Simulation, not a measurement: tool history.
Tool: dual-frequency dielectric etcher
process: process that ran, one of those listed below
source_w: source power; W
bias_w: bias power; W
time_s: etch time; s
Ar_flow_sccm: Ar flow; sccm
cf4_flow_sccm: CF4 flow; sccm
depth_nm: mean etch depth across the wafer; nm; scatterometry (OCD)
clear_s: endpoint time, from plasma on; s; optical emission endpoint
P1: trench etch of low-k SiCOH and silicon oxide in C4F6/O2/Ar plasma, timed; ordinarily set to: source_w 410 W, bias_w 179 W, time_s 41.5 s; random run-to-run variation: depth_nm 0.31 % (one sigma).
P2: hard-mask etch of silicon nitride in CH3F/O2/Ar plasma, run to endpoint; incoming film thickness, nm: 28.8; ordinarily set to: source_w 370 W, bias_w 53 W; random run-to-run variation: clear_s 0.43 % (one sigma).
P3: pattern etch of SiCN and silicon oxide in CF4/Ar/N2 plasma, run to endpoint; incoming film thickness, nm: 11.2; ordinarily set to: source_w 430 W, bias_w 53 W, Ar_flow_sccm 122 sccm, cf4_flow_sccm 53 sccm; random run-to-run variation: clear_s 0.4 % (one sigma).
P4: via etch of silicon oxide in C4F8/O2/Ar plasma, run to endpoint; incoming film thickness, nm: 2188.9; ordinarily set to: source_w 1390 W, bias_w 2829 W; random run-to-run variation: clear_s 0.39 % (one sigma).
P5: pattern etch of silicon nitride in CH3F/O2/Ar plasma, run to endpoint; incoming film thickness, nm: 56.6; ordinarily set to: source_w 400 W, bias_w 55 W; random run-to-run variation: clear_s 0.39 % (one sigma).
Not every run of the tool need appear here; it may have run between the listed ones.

run     day  process  source_w  bias_w  time_s  Ar_flow_sccm  cf4_flow_sccm  hours since the last wet clean  hours since the last source power generator calibration  hours since the last bias power generator calibration  depth_nm  clear_s
  1   0.325       P1       410     179    41.5                                                        403.1                                                    613.1                                                  417.3    131.69
  2   0.883       P1       410     179      62                                                        416.5                                                    626.5                                                  430.7    197.85
  3   1.175       P4      1390    1754                                                                423.5                                                    633.5                                                  437.7             522.27
  4   1.475       P1       410     123      27                                                        430.7                                                    640.7                                                  444.9    76.842
  5   1.796       P2       510      53                                                                438.4                                                    648.4                                                  452.6             41.449
  6   2.258       P5       400      55                                                                449.5                                                    659.5                                                  463.7             90.628
  7   2.588       P3       550      53                   122             53                           457.4                                                    667.4                                                  471.6              13.03
  8   3.008       P1       410     179    41.5                                                        467.5                                                    677.5                                                  481.7    133.06
  9   3.604       P3       430      53                    81             53                           481.8                                                    691.8                                                    496             15.098
 10   3.992       P1       410     111      23                                                        491.1                                                    701.1                                                  505.3    63.571
 11   4.488       P1       320     109    41.5                                                          503                                                      713                                                  517.2    104.01
 12   4.829       P2       370      53                                                                511.2                                                    721.2                                                  525.4             46.842
 13   5.338       P4      1820    2829                                                                523.4                                                    733.4                                                  537.6             404.79
 14   5.875       P5       400      71                                                                536.3                                                    746.3                                                  550.5             83.833
 15   6.225       P1       410     179    41.5                                                        544.7                                                    754.7                                                  558.9    132.59
 16   6.704       P2       370      74                                                                556.2                                                    766.2                                                  570.4             41.573
 17   7.146       P4      1390    2829                                                                566.8                                                    776.8                                                    581             451.53
 18   7.538       P1       410     179    41.5                                                        576.2                                                    786.2                                                  590.4    132.82
 19   8.117       P5       560      55                                                                590.1                                                    800.1                                                  604.3             80.344
 20   8.533       P1       410     138    41.5                                                        600.1                                                    810.1                                                  614.3    122.36
 21   9.042       P1       410     218    41.5                                                        612.3                                                    822.3                                                  626.5    141.13
      9.425  -- bias power generator calibrated
 22   9.608       P3       430      53                   122             53                           625.9                                                    835.9                                                    4.5             16.337
 23  10.054       P1       410     179    32.5                                                        636.6                                                    846.6                                                   15.2    103.56
 24  10.388       P1       300     179    41.5                                                        644.6                                                    854.6                                                   23.2    116.42
 25  10.742       P1       530     179    41.5                                                        653.1                                                    863.1                                                   31.7     146.1
 26  11.054       P3       430      40                   122             53                           660.6                                                    870.6                                                   39.2             17.778
 27  11.575       P2       370      53                                                                673.1                                                    883.1                                                   51.7             46.849

What does the tool deliver on the next run?
 28  11.867       P3       430      53                   122             64                           680.1                                                    890.1                                                   58.7                  ?

{"run 28": {"clear_s": 15.532}}
